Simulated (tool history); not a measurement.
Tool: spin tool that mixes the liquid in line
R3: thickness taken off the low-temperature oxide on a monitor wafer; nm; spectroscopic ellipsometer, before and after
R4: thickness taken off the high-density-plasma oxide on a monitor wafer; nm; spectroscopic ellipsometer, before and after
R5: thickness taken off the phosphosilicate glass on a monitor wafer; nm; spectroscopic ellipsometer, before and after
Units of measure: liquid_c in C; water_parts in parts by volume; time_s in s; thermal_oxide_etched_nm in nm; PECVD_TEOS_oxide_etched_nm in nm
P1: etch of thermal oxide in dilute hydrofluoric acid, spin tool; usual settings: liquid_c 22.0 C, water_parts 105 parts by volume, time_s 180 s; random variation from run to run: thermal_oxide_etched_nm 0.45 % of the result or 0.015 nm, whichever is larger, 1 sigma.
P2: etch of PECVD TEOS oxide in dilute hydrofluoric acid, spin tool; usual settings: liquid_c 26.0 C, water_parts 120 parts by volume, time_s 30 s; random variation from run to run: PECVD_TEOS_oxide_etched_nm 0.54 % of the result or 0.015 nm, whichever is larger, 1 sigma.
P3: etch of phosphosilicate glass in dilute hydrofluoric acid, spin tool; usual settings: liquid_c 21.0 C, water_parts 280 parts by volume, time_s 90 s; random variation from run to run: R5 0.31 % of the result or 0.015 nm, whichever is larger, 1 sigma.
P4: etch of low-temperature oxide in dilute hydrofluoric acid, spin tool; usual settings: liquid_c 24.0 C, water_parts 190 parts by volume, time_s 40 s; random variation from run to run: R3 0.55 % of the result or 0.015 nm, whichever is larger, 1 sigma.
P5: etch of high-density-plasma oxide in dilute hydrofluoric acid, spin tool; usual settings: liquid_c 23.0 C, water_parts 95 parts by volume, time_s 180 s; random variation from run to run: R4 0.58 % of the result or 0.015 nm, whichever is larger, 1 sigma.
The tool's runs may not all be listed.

{"run": 1, "hour": 4.0, "process": "P1", "liquid_c": 22.0, "water_parts": 105, "time_s": 180, "thermal_oxide_etched_nm": 7.4849}
{"run": 2, "hour": 9.4, "process": "P2", "liquid_c": 26.0, "water_parts": 120, "time_s": 15, "PECVD_TEOS_oxide_etched_nm": 2.676}
{"run": 3, "hour": 12.6, "process": "P4", "liquid_c": 24.0, "water_parts": 190, "time_s": 15, "R3": 1.6569}
{"run": 4, "hour": 19.2, "process": "P5", "liquid_c": 23.0, "water_parts": 95, "time_s": 275, "R4": 17.667}
{"run": 5, "hour": 24.3, "process": "P1", "liquid_c": 17.0, "water_parts": 35, "time_s": 180, "thermal_oxide_etched_nm": 19.675}
{"run": 6, "hour": 31.2, "process": "P1", "liquid_c": 22.0, "water_parts": 105, "time_s": 180, "thermal_oxide_etched_nm": 7.4861}
{"run": 7, "hour": 36.2, "process": "P5", "liquid_c": 23.0, "water_parts": 95, "time_s": 180, "R4": 11.714}
{"run": 8, "hour": 40.6, "process": "P1", "liquid_c": 22.0, "water_parts": 105, "time_s": 335, "thermal_oxide_etched_nm": 13.986}
{"run": 9, "hour": 46.1, "process": "P1", "liquid_c": 17.0, "water_parts": 105, "time_s": 180, "thermal_oxide_etched_nm": 6.0228}
{"run": 10, "hour": 51.8, "process": "P2", "liquid_c": 22.0, "water_parts": 120, "time_s": 30, "PECVD_TEOS_oxide_etched_nm": 4.5235}
{"run": 11, "hour": 56.3, "process": "P4", "liquid_c": 24.0, "water_parts": 190, "time_s": 40, "R3": 4.3873}
{"run": 12, "hour": 62.4, "process": "P2", "liquid_c": 26.0, "water_parts": 45, "time_s": 30, "PECVD_TEOS_oxide_etched_nm": 15.649}
{"run": 13, "hour": 66.6, "process": "P1", "liquid_c": 22.0, "water_parts": 105, "time_s": 25, "thermal_oxide_etched_nm": 1.0326}
{"run": 14, "hour": 71.8, "process": "P1", "liquid_c": 22.0, "water_parts": 105, "time_s": 180, "thermal_oxide_etched_nm": 7.52}
{"run": 15, "hour": 75.3, "process": "P1", "liquid_c": 22.0, "water_parts": 105, "time_s": 180, "thermal_oxide_etched_nm": 7.5302}
{"run": 16, "hour": 80.9, "process": "P4", "liquid_c": 17.0, "water_parts": 190, "time_s": 40, "R3": 3.3242}
{"run": 17, "hour": 87.6, "process": "P4", "liquid_c": 24.0, "water_parts": 330, "time_s": 40, "R3": 2.2009}
{"run": 18, "hour": 94.2, "process": "P3", "liquid_c": 21.0, "water_parts": 280, "time_s": 90, "R5": 13.923}
{"run": 19, "hour": 97.6, "process": "P1", "liquid_c": 22.0, "water_parts": 105, "time_s": 180, "thermal_oxide_etched_nm": 7.4763}
{"run": 20, "hour": 103.4, "process": "P1", "liquid_c": 26.5, "water_parts": 105, "time_s": 180, "thermal_oxide_etched_nm": 8.9305}
{"run": 21, "hour": 109.6, "process": "P1", "liquid_c": 22.0, "water_parts": 65, "time_s": 180, "thermal_oxide_etched_nm": 12.657}
{"run": 22, "hour": 116.5, "process": "P1", "liquid_c": 22.0, "water_parts": 180, "time_s": 180, "thermal_oxide_etched_nm": 4.0191}
{"run": 23, "hour": 121.6, "process": "P1", "liquid_c": 22.0, "water_parts": 160, "time_s": 285, "thermal_oxide_etched_nm": 7.3143}
{"hour": 122.1, "done": "thermometer replaced"}
{"run": 24, "hour": 126.3, "process": "P5", "liquid_c": 17.0, "water_parts": 95, "time_s": 180, "R4": 8.9978}
{"run": 25, "hour": 130.1, "process": "P2", "liquid_c": 26.0, "water_parts": 120, "time_s": 30, "PECVD_TEOS_oxide_etched_nm": 5.3627}
{"run": 26, "hour": 134.7, "process": "P1", "liquid_c": 22.0, "water_parts": 105, "time_s": 180, "thermal_oxide_etched_nm": 7.5218}
{"run": 27, "hour": 139.9, "process": "P5", "liquid_c": 23.0, "water_parts": 95, "time_s": 180, "R4": 11.691}
{"run": 28, "hour": 145.3, "process": "P1", "liquid_c": 22.0, "water_parts": 105, "time_s": 180, "thermal_oxide_etched_nm": 7.4795}
{"run": 29, "hour": 151.5, "process": "P3", "liquid_c": 29.0, "water_parts": 280, "time_s": 90, "R5": 18.431}
{"run": 30, "hour": 155.9, "process": "P3", "liquid_c": 21.0, "water_parts": 280, "time_s": 20, "R5": 3.0717}

Run 31 is up next; what results do you expect?
{"run": 31, "hour": 161.4, "process": "P3", "liquid_c": 21.0, "water_parts": 280, "time_s": 90, "R5": "?"}

{"run 31": {"R5": 13.877}}
